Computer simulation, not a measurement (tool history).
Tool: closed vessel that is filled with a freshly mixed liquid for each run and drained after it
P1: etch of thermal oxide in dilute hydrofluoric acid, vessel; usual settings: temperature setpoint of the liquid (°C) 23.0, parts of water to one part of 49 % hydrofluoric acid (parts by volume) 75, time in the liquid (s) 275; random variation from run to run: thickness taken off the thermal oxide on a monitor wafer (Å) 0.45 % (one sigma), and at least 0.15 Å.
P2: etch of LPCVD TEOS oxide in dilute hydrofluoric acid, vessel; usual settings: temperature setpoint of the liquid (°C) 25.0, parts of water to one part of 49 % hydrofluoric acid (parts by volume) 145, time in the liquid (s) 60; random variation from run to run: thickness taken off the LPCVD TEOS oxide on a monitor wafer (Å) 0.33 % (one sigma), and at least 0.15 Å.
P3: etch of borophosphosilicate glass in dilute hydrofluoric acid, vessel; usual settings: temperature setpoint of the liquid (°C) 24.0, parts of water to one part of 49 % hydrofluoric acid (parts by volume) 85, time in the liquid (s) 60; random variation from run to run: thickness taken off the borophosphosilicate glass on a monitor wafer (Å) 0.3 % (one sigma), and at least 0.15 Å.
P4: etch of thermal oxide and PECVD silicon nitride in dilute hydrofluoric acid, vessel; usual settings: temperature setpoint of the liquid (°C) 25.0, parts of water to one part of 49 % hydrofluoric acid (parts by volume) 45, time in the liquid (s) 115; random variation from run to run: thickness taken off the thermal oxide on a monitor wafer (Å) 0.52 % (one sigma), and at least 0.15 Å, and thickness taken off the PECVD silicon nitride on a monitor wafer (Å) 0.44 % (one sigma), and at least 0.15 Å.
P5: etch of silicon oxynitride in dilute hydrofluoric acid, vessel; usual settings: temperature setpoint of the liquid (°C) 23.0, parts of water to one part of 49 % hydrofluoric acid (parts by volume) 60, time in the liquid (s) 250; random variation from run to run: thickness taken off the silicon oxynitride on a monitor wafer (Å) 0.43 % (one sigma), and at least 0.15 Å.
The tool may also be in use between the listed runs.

run   hour  process that ran  temperature setpoint of the liquid (°C)  parts of water to one part of 49 % hydrofluoric acid (parts by volume)  time in the liquid (s)  thickness taken off the thermal oxide on a monitor wafer (Å)  thickness taken off the LPCVD TEOS oxide on a monitor wafer (Å)  thickness taken off the silicon oxynitride on a monitor wafer (Å)  thickness taken off the PECVD silicon nitride on a monitor wafer (Å)  thickness taken off the borophosphosilicate glass on a monitor wafer (Å)
  1    4.3                P1                                     23.0                                                                      75                     275                                                       165.140
  2    7.6                P1                                     23.0                                                                     115                     460                                                       173.400
  3   11.8                P1                                     23.0                                                                     130                     275                                                        89.741
  4   14.5                P2                                     25.0                                                                     145                      30                                                                                                                         44.873
  5   18.3                P5                                     23.0                                                                      60                     250                                                                                                                                                                                           135.590
  6   22.0                P4                                     25.0                                                                      45                     115                                                       139.030                                                                                                                                                                                                    45.767
  7   25.4                P4                                     25.0                                                                      20                     115                                                       321.450                                                                                                                                                                                                   101.470
  8   30.0                P5                                     29.0                                                                      60                     250                                                                                                                                                                                           178.810
  9   33.6                P2                                     25.0                                                                     145                      60                                                                                                                         89.308
 10   36.3                P1                                     23.0                                                                      75                      60                                                        36.192
      36.6  -- thermometer replaced
 11   41.1                P1                                     23.0                                                                     135                      85                                                        26.617
 12   45.9                P4                                     25.0                                                                      45                     115                                                       139.520                                                                                                                                                                                                    45.797
 13   49.3                P1                                     23.0                                                                      75                     275                                                       166.240
 14   53.6                P4                                     25.0                                                                      45                     205                                                       245.210                                                                                                                                                                                                    81.758
 15   56.2                P5                                     23.0                                                                     105                     250                                                                                                                                                                                            74.513
 16   60.5                P1                                     18.0                                                                      75                      85                                                        41.429
 17   62.9                P2                                     25.0                                                                      80                      60                                                                                                                        174.770
 18   67.4                P2                                     19.5                                                                     145                      60                                                                                                                         72.323
 19   69.9                P1                                     23.0                                                                      20                     275                                                       664.230
 20   73.6                P1                                     17.5                                                                      75                     275                                                       132.140
 21   76.5                P3                                     30.5                                                                      85                      60                                                                                                                                                                                                                                                                                                                                            643.28
 22   79.6                P1                                     23.0                                                                      75                     455                                                       274.660
 23   84.3                P1                                     23.0                                                                      75                     275                                                       166.280
 24   87.6                P3                                     24.0                                                                      85                      60                                                                                                                                                                                                                                                                                                                                            501.52
 25   90.4                P3                                     24.0                                                                     135                      60                                                                                                                                                                                                                                                                                                                                            295.46
 26   92.7                P1                                     23.0                                                                      75                     275                                                       164.770
 27   95.8                P1                                     23.0                                                                      75                     275                                                       164.970
 28   98.7                P1                                     27.0                                                                      75                     275                                                       194.770
 29  100.9                P5                                     23.0                                                                      60                      30                                                                                                                                                                                            16.149
 30  105.5                P2                                     25.0                                                                     145                      60                                                                                                                         89.643
 31  109.6                P4                                     31.5                                                                      45                     115                                                       180.180                                                                                                                                                                                                    70.466
 32  112.7                P3                                     24.0                                                                      85                      30                                                                                                                                                                                                                                                                                                                                            251.32
 33  115.3                P1                                     23.0                                                                      75                     275                                                       166.670
 34  117.6                P1                                     23.0                                                                      75                     275                                                       169.170
 35  121.4                P1                                     23.0                                                                      75                     275                                                       172.750
 36  125.2                P1                                     23.0                                                                      75                     275                                                       174.710
 37  127.5                P1                                     23.0                                                                      75                     275                                                       174.560
 38  129.8                P1                                     23.0                                                                      75                     275                                                       174.010
 39  134.3                P1                                     23.0                                                                      75                     275                                                       175.910
 40  138.1                P1                                     23.0                                                                      75                     275                                                       177.480
 41  142.7                P1                                     23.0                                                                      75                     275                                                       176.120
 42  145.0                P1                                     23.0                                                                      75                     275                                                       178.630

What P1 gives has crept away from where it was. These 2 causes fit the log equally well, each at the size given:
A: liquid hotter than its thermometer reads (K) = 1.48
B: hydrofluoric acid flow above the setpoint (%) = 5.61
The creep began at about hour 115.3.

4 check runs are offered, one wafer each, their results left as question marks. Which one tells the causes apart?
check 1  147.3                P5                                     23.0                                                                     100                      30                                                                                                                                                                                                 ?
check 2  147.3                P4                                     30.0                                                                      20                     115                                                             ?                                                                                                                                                                                                         ?
check 3  147.3                P2                                     25.0                                                                     105                      30                                                                                                                              ?
check 4  147.3                P3                                     24.0                                                                     130                      60                                                                                                                                                                                                                                                                                                                                                 ?

What each check would give under each cause:
  check                                                                    result     if A     if B
check 1         thickness taken off the silicon oxynitride on a monitor wafer (Å)  10.1010   9.9884
check 2              thickness taken off the thermal oxide on a monitor wafer (Å)  421.370  419.950
check 2      thickness taken off the PECVD silicon nitride on a monitor wafer (Å)  155.160  148.370
check 3           thickness taken off the LPCVD TEOS oxide on a monitor wafer (Å)   68.521   68.803
check 4  thickness taken off the borophosphosilicate glass on a monitor wafer (Å)   327.43   329.34
How far apart the two closest causes lie, in the result that separates them most: check 1 1.12 %; check 2 4.47 %; check 3 0.41 %; check 4 0.58 %
Check 2 tells the causes apart: in the others they would give nearly the same result.

Check 2 was then run and gave: thickness taken off the thermal oxide on a monitor wafer (Å) 420.190; thickness taken off the PECVD silicon nitride on a monitor wafer (Å) 155.810. Which cause is it?

It is A: liquid hotter than its thermometer reads (K).
